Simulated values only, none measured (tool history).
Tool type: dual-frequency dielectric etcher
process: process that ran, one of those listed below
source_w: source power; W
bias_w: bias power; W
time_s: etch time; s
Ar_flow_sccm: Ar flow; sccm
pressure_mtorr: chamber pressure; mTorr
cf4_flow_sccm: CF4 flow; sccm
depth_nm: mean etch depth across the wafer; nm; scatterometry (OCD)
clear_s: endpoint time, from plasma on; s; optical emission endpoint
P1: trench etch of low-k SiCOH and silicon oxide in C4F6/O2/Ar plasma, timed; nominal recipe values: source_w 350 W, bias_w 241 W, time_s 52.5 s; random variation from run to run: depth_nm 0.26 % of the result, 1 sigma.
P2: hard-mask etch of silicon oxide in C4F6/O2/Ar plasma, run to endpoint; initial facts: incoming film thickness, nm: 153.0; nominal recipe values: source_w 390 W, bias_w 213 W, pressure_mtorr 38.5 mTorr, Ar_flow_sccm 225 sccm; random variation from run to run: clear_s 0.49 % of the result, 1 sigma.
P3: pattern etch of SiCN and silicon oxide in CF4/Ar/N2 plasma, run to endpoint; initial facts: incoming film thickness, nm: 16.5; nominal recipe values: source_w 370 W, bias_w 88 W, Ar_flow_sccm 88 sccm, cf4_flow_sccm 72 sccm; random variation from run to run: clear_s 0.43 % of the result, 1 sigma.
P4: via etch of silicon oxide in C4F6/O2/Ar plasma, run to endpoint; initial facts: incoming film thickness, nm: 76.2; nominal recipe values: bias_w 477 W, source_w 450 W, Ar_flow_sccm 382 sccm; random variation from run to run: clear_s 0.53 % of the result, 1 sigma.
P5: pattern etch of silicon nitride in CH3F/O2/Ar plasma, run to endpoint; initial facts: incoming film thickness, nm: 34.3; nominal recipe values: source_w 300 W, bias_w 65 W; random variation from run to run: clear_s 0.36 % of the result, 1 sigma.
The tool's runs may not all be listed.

{"run": 1, "hour": 8.2, "process": "P1", "source_w": 350, "bias_w": 241, "time_s": 52.5, "depth_nm": 180.96}
{"run": 2, "hour": 13.5, "process": "P1", "source_w": 430, "bias_w": 241, "time_s": 52.5, "depth_nm": 195.27}
{"run": 3, "hour": 22.0, "process": "P4", "source_w": 450, "bias_w": 477, "Ar_flow_sccm": 382, "clear_s": 16.803}
{"run": 4, "hour": 31.9, "process": "P2", "source_w": 390, "bias_w": 163, "Ar_flow_sccm": 225, "pressure_mtorr": 38.5, "clear_s": 50.484}
{"run": 5, "hour": 40.3, "process": "P2", "source_w": 390, "bias_w": 213, "Ar_flow_sccm": 314, "pressure_mtorr": 38.5, "clear_s": 47.688}
{"run": 6, "hour": 49.3, "process": "P2", "source_w": 390, "bias_w": 213, "Ar_flow_sccm": 225, "pressure_mtorr": 38.5, "clear_s": 45.94}
{"run": 7, "hour": 60.8, "process": "P1", "source_w": 220, "bias_w": 241, "time_s": 31.5, "depth_nm": 90.857}
{"run": 8, "hour": 69.1, "process": "P1", "source_w": 350, "bias_w": 241, "time_s": 75.5, "depth_nm": 261.27}
{"run": 9, "hour": 75.2, "process": "P3", "source_w": 370, "bias_w": 115, "Ar_flow_sccm": 88, "cf4_flow_sccm": 72, "clear_s": 18.939}
{"run": 10, "hour": 81.9, "process": "P1", "source_w": 350, "bias_w": 241, "time_s": 33.5, "depth_nm": 115.02}
{"run": 11, "hour": 92.1, "process": "P1", "source_w": 350, "bias_w": 300, "time_s": 52.5, "depth_nm": 195.04}
{"run": 12, "hour": 102.0, "process": "P4", "source_w": 450, "bias_w": 661, "Ar_flow_sccm": 382, "clear_s": 15.071}
{"run": 13, "hour": 110.7, "process": "P1", "source_w": 350, "bias_w": 169, "time_s": 52.5, "depth_nm": 160.78}
{"run": 14, "hour": 121.7, "process": "P4", "source_w": 340, "bias_w": 477, "Ar_flow_sccm": 382, "clear_s": 18.761}
{"run": 15, "hour": 132.2, "process": "P3", "source_w": 370, "bias_w": 88, "Ar_flow_sccm": 88, "cf4_flow_sccm": 72, "clear_s": 20.924}
{"run": 16, "hour": 137.3, "process": "P4", "source_w": 450, "bias_w": 477, "Ar_flow_sccm": 473, "clear_s": 17.327}
{"run": 17, "hour": 142.7, "process": "P5", "source_w": 300, "bias_w": 65, "clear_s": 56.377}
{"run": 18, "hour": 150.7, "process": "P3", "source_w": 370, "bias_w": 88, "Ar_flow_sccm": 88, "cf4_flow_sccm": 72, "clear_s": 21.013}
{"run": 19, "hour": 160.4, "process": "P5", "source_w": 300, "bias_w": 65, "clear_s": 56.404}
{"run": 20, "hour": 171.6, "process": "P1", "source_w": 270, "bias_w": 241, "time_s": 52.5, "depth_nm": 163.44}
{"run": 21, "hour": 179.7, "process": "P1", "source_w": 350, "bias_w": 241, "time_s": 52.5, "depth_nm": 180.76}
{"run": 22, "hour": 189.6, "process": "P1", "source_w": 350, "bias_w": 241, "time_s": 52.5, "depth_nm": 181.14}
{"run": 23, "hour": 198.9, "process": "P3", "source_w": 370, "bias_w": 88, "Ar_flow_sccm": 88, "cf4_flow_sccm": 44, "clear_s": 22.614}
{"run": 24, "hour": 206.7, "process": "P2", "source_w": 390, "bias_w": 213, "Ar_flow_sccm": 225, "pressure_mtorr": 38.5, "clear_s": 46.033}
{"run": 25, "hour": 216.8, "process": "P5", "source_w": 300, "bias_w": 90, "clear_s": 50.371}
{"run": 26, "hour": 226.0, "process": "P2", "source_w": 390, "bias_w": 213, "Ar_flow_sccm": 225, "pressure_mtorr": 47, "clear_s": 46.841}
{"run": 27, "hour": 237.4, "process": "P1", "source_w": 240, "bias_w": 166, "time_s": 52.5, "depth_nm": 138.68}
{"run": 28, "hour": 248.8, "process": "P5", "source_w": 430, "bias_w": 65, "clear_s": 49.235}
{"run": 29, "hour": 255.3, "process": "P3", "source_w": 460, "bias_w": 88, "Ar_flow_sccm": 88, "cf4_flow_sccm": 72, "clear_s": 17.31}
{"run": 30, "hour": 262.3, "process": "P1", "source_w": 350, "bias_w": 241, "time_s": 52.5, "depth_nm": 180.76}
{"run": 31, "hour": 269.5, "process": "P1", "source_w": 440, "bias_w": 168, "time_s": 52.5, "depth_nm": 176.22}
{"run": 32, "hour": 279.9, "process": "P2", "source_w": 310, "bias_w": 213, "Ar_flow_sccm": 225, "pressure_mtorr": 38.5, "clear_s": 49.796}
{"run": 33, "hour": 285.5, "process": "P3", "source_w": 370, "bias_w": 88, "Ar_flow_sccm": 117, "cf4_flow_sccm": 72, "clear_s": 21.826}
{"run": 34, "hour": 291.3, "process": "P1", "source_w": 350, "bias_w": 241, "time_s": 52.5, "depth_nm": 181.68}
{"run": 35, "hour": 298.2, "process": "P1", "source_w": 350, "bias_w": 241, "time_s": 52.5, "depth_nm": 180.73}
{"run": 36, "hour": 307.3, "process": "P1", "source_w": 350, "bias_w": 241, "time_s": 52.5, "depth_nm": 180.56}
{"run": 37, "hour": 313.7, "process": "P1", "source_w": 350, "bias_w": 241, "time_s": 52.5, "depth_nm": 180.17}
{"run": 38, "hour": 322.4, "process": "P1", "source_w": 350, "bias_w": 241, "time_s": 52.5, "depth_nm": 178.82}
{"run": 39, "hour": 333.2, "process": "P1", "source_w": 350, "bias_w": 241, "time_s": 52.5, "depth_nm": 178.22}
{"run": 40, "hour": 339.8, "process": "P1", "source_w": 350, "bias_w": 241, "time_s": 52.5, "depth_nm": 177.8}
{"hour": 344.6, "done": "wet clean of the chamber"}
{"run": 41, "hour": 350.7, "process": "P1", "source_w": 350, "bias_w": 241, "time_s": 52.5, "depth_nm": 178.66}
{"run": 42, "hour": 359.2, "process": "P1", "source_w": 350, "bias_w": 241, "time_s": 52.5, "depth_nm": 178.16}
{"run": 43, "hour": 367.8, "process": "P1", "source_w": 350, "bias_w": 241, "time_s": 52.5, "depth_nm": 178.33}

Compared with where it was, what P1 gives has crept away. Each cause listed below fits the log as well as the rest, at the size given for it:
A: source power that arrives under what is set, % = 4.3
B: bias power that arrives under what is set, % = 4.86
The creep began at about hour 307.3.
Why every other cause is out:
chamber walls in a state that lowers the etch rate, %: was serviced at hour 344.6, once the creep was under way, yet the earlier output never came back

Each of the check runs listed below is run on 3 wafers and reports their average, with the results left as question marks. Pick the one under which the possible causes would lead to clearly different results.
{"run": "check 1", "hour": 376.4, "process": "P2", "source_w": 390, "bias_w": 170, "Ar_flow_sccm": 312, "pressure_mtorr": 38.5, "clear_s": "?"}
{"run": "check 2", "hour": 376.4, "process": "P5", "source_w": 300, "bias_w": 75, "clear_s": "?"}
{"run": "check 3", "hour": 376.4, "process": "P4", "source_w": 450, "bias_w": 642, "Ar_flow_sccm": 382, "clear_s": "?"}
{"run": "check 4", "hour": 376.4, "process": "P3", "source_w": 440, "bias_w": 88, "Ar_flow_sccm": 115, "cf4_flow_sccm": 72, "clear_s": "?"}

Check results expected under each cause:
check=check_1 result=clear_s if_A=52.059 if_B=51.972
check=check_2 result=clear_s if_A=54.597 if_B=54.651
check=check_3 result=clear_s if_A=15.426 if_B=15.473
check=check_4 result=clear_s if_A=19.447 if_B=19.048
Smallest distance between any two causes, each pair judged by its most separating result, in per cent: check 1 0.17 %; check 2 0.1 %; check 3 0.3 %; check 4 2.07 %
Only in check 4 would the causes give clearly different results; in the remaining checks their results would be nearly the same.

Check 4 was then run and gave: clear_s 19.457 s. Which cause is it?

Of the candidate causes, it is A: source power that arrives under what is set, %.
